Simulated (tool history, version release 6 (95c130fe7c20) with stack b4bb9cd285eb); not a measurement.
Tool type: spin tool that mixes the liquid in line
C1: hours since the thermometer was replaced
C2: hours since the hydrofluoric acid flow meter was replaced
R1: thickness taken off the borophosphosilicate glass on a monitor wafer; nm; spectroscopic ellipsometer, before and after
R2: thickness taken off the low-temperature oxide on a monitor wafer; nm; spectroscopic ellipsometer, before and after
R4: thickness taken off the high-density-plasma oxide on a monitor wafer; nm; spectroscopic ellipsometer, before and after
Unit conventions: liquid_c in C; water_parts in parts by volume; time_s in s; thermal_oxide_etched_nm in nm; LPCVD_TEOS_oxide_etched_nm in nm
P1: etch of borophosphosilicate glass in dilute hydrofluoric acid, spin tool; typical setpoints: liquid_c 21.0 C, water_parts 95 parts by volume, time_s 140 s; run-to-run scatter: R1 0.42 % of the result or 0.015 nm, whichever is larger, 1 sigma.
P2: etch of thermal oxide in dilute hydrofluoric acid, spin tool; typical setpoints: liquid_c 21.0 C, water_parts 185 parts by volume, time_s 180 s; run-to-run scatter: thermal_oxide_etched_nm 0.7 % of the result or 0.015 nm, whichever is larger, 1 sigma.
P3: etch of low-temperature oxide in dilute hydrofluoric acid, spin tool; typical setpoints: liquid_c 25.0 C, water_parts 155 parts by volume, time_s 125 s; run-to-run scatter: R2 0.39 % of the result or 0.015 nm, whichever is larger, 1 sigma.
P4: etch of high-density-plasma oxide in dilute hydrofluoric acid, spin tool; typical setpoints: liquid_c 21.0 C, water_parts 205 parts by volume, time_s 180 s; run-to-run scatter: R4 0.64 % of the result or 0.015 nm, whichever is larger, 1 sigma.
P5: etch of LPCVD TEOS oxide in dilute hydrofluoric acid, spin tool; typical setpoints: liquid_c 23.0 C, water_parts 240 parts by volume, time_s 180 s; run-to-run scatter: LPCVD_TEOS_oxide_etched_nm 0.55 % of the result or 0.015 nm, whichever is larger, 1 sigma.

Run 1, day 0.333: process P1, liquid_c 21.0 C, water_parts 95 parts by volume, time_s 140 s; C1 1272.6; C2 1408.0. Result: R1 59.375 nm.
Run 2, day 0.667: process P3, liquid_c 25.0 C, water_parts 155 parts by volume, time_s 125 s; C1 1280.6; C2 1416.0. Result: R2 9.8534 nm.
Run 3, day 1.138: process P3, liquid_c 25.0 C, water_parts 155 parts by volume, time_s 195 s; C1 1291.9; C2 1427.3. Result: R2 15.3120 nm.
Run 4, day 1.579: process P2, liquid_c 21.0 C, water_parts 185 parts by volume, time_s 180 s; C1 1302.5; C2 1437.9. Result: thermal_oxide_etched_nm 3.7404 nm.
Run 5, day 2.029: process P2, liquid_c 21.0 C, water_parts 185 parts by volume, time_s 80 s; C1 1313.3; C2 1448.7. Result: thermal_oxide_etched_nm 1.6380 nm.
Run 6, day 2.488: process P2, liquid_c 21.0 C, water_parts 40 parts by volume, time_s 180 s; C1 1324.3; C2 1459.7. Result: thermal_oxide_etched_nm 19.8430 nm.
Run 7, day 2.900: process P1, liquid_c 21.0 C, water_parts 95 parts by volume, time_s 140 s; C1 1334.2; C2 1469.6. Result: R1 58.659 nm.
Run 8, day 3.258: process P2, liquid_c 17.0 C, water_parts 185 parts by volume, time_s 180 s; C1 1342.8; C2 1478.2. Result: thermal_oxide_etched_nm 3.1431 nm.
Run 9, day 3.467: process P2, liquid_c 21.0 C, water_parts 185 parts by volume, time_s 180 s; C1 1347.8; C2 1483.2. Result: thermal_oxide_etched_nm 3.7470 nm.
Run 10, day 3.917: process P3, liquid_c 19.0 C, water_parts 155 parts by volume, time_s 125 s; C1 1358.6; C2 1494.0. Result: R2 7.6840 nm.
Run 11, day 4.158: process P3, liquid_c 25.0 C, water_parts 155 parts by volume, time_s 125 s; C1 1364.4; C2 1499.8. Result: R2 9.6942 nm.
Run 12, day 4.600: process P1, liquid_c 21.0 C, water_parts 35 parts by volume, time_s 255 s; C1 1375.0; C2 1510.4. Result: R1 312.250 nm.
Run 13, day 4.862: process P1, liquid_c 17.0 C, water_parts 95 parts by volume, time_s 140 s; C1 1381.3; C2 1516.7. Result: R1 49.454 nm.
Run 14, day 5.175: process P4, liquid_c 17.0 C, water_parts 205 parts by volume, time_s 180 s; C1 1388.8; C2 1524.2. Result: R4 3.0100 nm.
Run 15, day 5.592: process P1, liquid_c 21.0 C, water_parts 95 parts by volume, time_s 140 s; C1 1398.8; C2 1534.2. Result: R1 59.230 nm.
Run 16, day 5.871: process P1, liquid_c 21.0 C, water_parts 95 parts by volume, time_s 30 s; C1 1405.5; C2 1540.9. Result: R1 12.697 nm.
Run 17, day 6.125: process P5, liquid_c 23.0 C, water_parts 240 parts by volume, time_s 355 s; C1 1411.6; C2 1547.0. Result: LPCVD_TEOS_oxide_etched_nm 21.3780 nm.
Run 18, day 6.438: process P1, liquid_c 25.5 C, water_parts 150 parts by volume, time_s 140 s; C1 1419.1; C2 1554.5. Result: R1 41.849 nm.
Run 19, day 6.725: process P5, liquid_c 30.0 C, water_parts 240 parts by volume, time_s 180 s; C1 1426.0; C2 1561.4. Result: LPCVD_TEOS_oxide_etched_nm 13.9040 nm.
Run 20, day 7.079: process P5, liquid_c 23.0 C, water_parts 240 parts by volume, time_s 180 s; C1 1434.5; C2 1569.9. Result: LPCVD_TEOS_oxide_etched_nm 10.7380 nm.
Run 21, day 7.492: process P4, liquid_c 21.0 C, water_parts 55 parts by volume, time_s 180 s; C1 1444.4; C2 1579.8. Result: R4 15.4110 nm.
Run 22, day 7.917: process P1, liquid_c 28.0 C, water_parts 95 parts by volume, time_s 140 s; C1 1454.6; C2 1590.0. Result: R1 78.117 nm.
Run 23, day 8.329: process P1, liquid_c 21.0 C, water_parts 95 parts by volume, time_s 220 s; C1 1464.5; C2 1599.9. Result: R1 92.499 nm.
Run 24, day 8.733: process P5, liquid_c 23.0 C, water_parts 400 parts by volume, time_s 180 s; C1 1474.2; C2 1609.6. Result: LPCVD_TEOS_oxide_etched_nm 5.6255 nm.
Run 25, day 8.992: process P1, liquid_c 21.0 C, water_parts 30 parts by volume, time_s 140 s; C1 1480.4; C2 1615.8. Result: R1 201.670 nm.
Run 26, day 9.304: process P1, liquid_c 21.0 C, water_parts 95 parts by volume, time_s 140 s; C1 1487.9; C2 1623.3. Result: R1 58.550 nm.
Run 27, day 9.762: process P4, liquid_c 21.0 C, water_parts 205 parts by volume, time_s 180 s; C1 1498.9; C2 1634.3. Result: R4 3.5359 nm.
Run 28, day 10.204: process P3, liquid_c 25.0 C, water_parts 35 parts by volume, time_s 125 s; C1 1509.5; C2 1644.9. Result: R2 50.6240 nm.
Run 29, day 10.454: process P1, liquid_c 21.0 C, water_parts 155 parts by volume, time_s 140 s; C1 1515.5; C2 1650.9. Result: R1 33.531 nm.
Run 30, day 10.800: process P4, liquid_c 21.0 C, water_parts 205 parts by volume, time_s 180 s; C1 1523.8; C2 1659.2. Result: R4 3.5401 nm.
Run 31, day 11.162: process P4, liquid_c 21.0 C, water_parts 205 parts by volume, time_s 350 s; C1 1532.5; C2 1667.9. Result: R4 6.8292 nm.
Run 32, day 11.421: process P1, liquid_c 21.0 C, water_parts 95 parts by volume, time_s 140 s; C1 1538.7; C2 1674.1. Result: R1 58.820 nm.
Run 33, day 11.683: process P1, liquid_c 21.0 C, water_parts 95 parts by volume, time_s 140 s; C1 1545.0; C2 1680.4. Result: R1 57.687 nm.
Run 34, day 12.138: process P1, liquid_c 21.0 C, water_parts 95 parts by volume, time_s 140 s; C1 1555.9; C2 1691.3. Result: R1 56.455 nm.
Run 35, day 12.408: process P1, liquid_c 21.0 C, water_parts 95 parts by volume, time_s 140 s; C1 1562.4; C2 1697.8. Result: R1 56.090 nm.
Run 36, day 12.812: process P1, liquid_c 21.0 C, water_parts 95 parts by volume, time_s 140 s; C1 1572.1; C2 1707.5. Result: R1 55.857 nm.
Run 37, day 13.146: process P1, liquid_c 21.0 C, water_parts 95 parts by volume, time_s 140 s; C1 1580.1; C2 1715.5. Result: R1 55.045 nm.
Run 38, day 13.404: process P1, liquid_c 21.0 C, water_parts 95 parts by volume, time_s 140 s; C1 1586.3; C2 1721.7. Result: R1 55.365 nm.
Run 39, day 13.888: process P1, liquid_c 21.0 C, water_parts 95 parts by volume, time_s 140 s; C1 1597.9; C2 1733.3. Result: R1 55.152 nm.
Run 40, day 14.321: process P1, liquid_c 21.0 C, water_parts 95 parts by volume, time_s 140 s; C1 1608.3; C2 1743.7. Result: R1 54.962 nm.
Run 41, day 14.667: process P1, liquid_c 21.0 C, water_parts 95 parts by volume, time_s 140 s; C1 1616.6; C2 1752.0. Result: R1 54.274 nm.

What P1 gives has crept off from where it sat before. The 2 causes that follow fit the log equally well, each at the size noted:
A: liquid colder than its thermometer reads (K) = 1.79
B: hydrofluoric acid flow below the setpoint (%) = 6.4
Creep in the process output first set in at about day 11.421.

Each of the check runs listed below is run on 2 wafers and reports their average, with the results left as question marks. Pick the one under which the possible causes would lead to clearly different results.
Run check 1, day 15.012: process P4, liquid_c 21.0 C, water_parts 55 parts by volume, time_s 335 s. Result: R4 ?.
Run check 2, day 15.012: process P5, liquid_c 29.0 C, water_parts 365 parts by volume, time_s 180 s. Result: LPCVD_TEOS_oxide_etched_nm ?.
Run check 3, day 15.012: process P3, liquid_c 25.0 C, water_parts 60 parts by volume, time_s 125 s. Result: R2 ?.
Run check 4, day 15.012: process P2, liquid_c 21.0 C, water_parts 65 parts by volume, time_s 180 s. Result: thermal_oxide_etched_nm ?.

What each check would give under each cause:
  check                      result     if A     if B
check 1                          R4  26.5800  26.7130
check 2  LPCVD_TEOS_oxide_etched_nm   7.2592   7.0134
check 3                          R2  26.5200  26.5590
check 4     thermal_oxide_etched_nm  11.1110  11.1530
Separation of the two closest causes in each check, using whichever result separates them best: check 1 0.5 %; check 2 3.44 %; check 3 0.14 %; check 4 0.38 %
Check 2 distinguishes between the causes, while the remaining checks would return nearly the same result for all of them.

Check 2 was then run and gave: LPCVD_TEOS_oxide_etched_nm 7.2347 nm. Which cause is it?

It was cause A: liquid colder than its thermometer reads (K).
